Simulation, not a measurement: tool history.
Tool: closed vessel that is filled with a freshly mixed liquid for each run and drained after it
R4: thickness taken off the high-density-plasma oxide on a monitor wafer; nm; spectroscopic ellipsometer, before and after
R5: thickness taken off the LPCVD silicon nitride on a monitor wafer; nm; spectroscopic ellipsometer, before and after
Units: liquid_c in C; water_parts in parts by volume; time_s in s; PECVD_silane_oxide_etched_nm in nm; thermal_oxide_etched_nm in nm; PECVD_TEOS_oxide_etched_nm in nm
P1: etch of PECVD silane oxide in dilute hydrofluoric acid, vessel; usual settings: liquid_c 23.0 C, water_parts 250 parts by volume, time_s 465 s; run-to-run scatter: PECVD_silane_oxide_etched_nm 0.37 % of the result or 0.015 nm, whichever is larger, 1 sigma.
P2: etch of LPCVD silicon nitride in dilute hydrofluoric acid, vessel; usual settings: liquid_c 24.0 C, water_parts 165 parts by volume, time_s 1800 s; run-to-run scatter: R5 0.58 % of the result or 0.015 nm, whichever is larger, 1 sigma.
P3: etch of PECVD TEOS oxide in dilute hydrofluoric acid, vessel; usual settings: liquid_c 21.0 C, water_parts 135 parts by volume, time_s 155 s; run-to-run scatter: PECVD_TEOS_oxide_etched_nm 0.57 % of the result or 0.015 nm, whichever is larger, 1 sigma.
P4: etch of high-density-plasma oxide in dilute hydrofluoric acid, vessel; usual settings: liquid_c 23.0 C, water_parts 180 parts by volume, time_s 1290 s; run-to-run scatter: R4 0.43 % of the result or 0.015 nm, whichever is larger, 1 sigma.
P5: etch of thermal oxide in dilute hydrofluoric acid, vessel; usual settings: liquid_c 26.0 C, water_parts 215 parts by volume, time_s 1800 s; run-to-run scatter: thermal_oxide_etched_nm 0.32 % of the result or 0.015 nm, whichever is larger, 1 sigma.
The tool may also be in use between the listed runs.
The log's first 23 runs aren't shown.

{"run": 24, "day": 6.267, "process": "P1", "liquid_c": 23.0, "water_parts": 250, "time_s": 250, "PECVD_silane_oxide_etched_nm": 31.512}
{"run": 25, "day": 6.6, "process": "P2", "liquid_c": 24.0, "water_parts": 165, "time_s": 660, "R5": 1.8902}
{"run": 26, "day": 6.9, "process": "P1", "liquid_c": 23.0, "water_parts": 390, "time_s": 235, "PECVD_silane_oxide_etched_nm": 16.705}
{"run": 27, "day": 7.271, "process": "P1", "liquid_c": 27.0, "water_parts": 250, "time_s": 465, "PECVD_silane_oxide_etched_nm": 67.776}
{"run": 28, "day": 7.625, "process": "P2", "liquid_c": 24.0, "water_parts": 165, "time_s": 1800, "R5": 5.064}
{"run": 29, "day": 7.804, "process": "P4", "liquid_c": 23.0, "water_parts": 180, "time_s": 1290, "R4": 45.175}
{"run": 30, "day": 8.154, "process": "P3", "liquid_c": 21.0, "water_parts": 135, "time_s": 155, "PECVD_TEOS_oxide_etched_nm": 9.5149}
{"run": 31, "day": 8.521, "process": "P5", "liquid_c": 34.0, "water_parts": 215, "time_s": 1800, "thermal_oxide_etched_nm": 49.56}
{"run": 32, "day": 8.692, "process": "P1", "liquid_c": 23.0, "water_parts": 250, "time_s": 465, "PECVD_silane_oxide_etched_nm": 58.677}
{"run": 33, "day": 8.929, "process": "P1", "liquid_c": 23.0, "water_parts": 250, "time_s": 465, "PECVD_silane_oxide_etched_nm": 57.671}
{"run": 34, "day": 9.254, "process": "P1", "liquid_c": 23.0, "water_parts": 250, "time_s": 465, "PECVD_silane_oxide_etched_nm": 56.578}
{"run": 35, "day": 9.558, "process": "P1", "liquid_c": 23.0, "water_parts": 250, "time_s": 465, "PECVD_silane_oxide_etched_nm": 56.312}
{"run": 36, "day": 9.796, "process": "P1", "liquid_c": 23.0, "water_parts": 250, "time_s": 465, "PECVD_silane_oxide_etched_nm": 55.703}

The next listed run, before its measurement:
{"run": 37, "day": 10.046, "process": "P1", "liquid_c": 23.0, "water_parts": 250, "time_s": 465, "PECVD_silane_oxide_etched_nm": "?"}

Run 37 gave PECVD_silane_oxide_etched_nm 55.6200 nm.
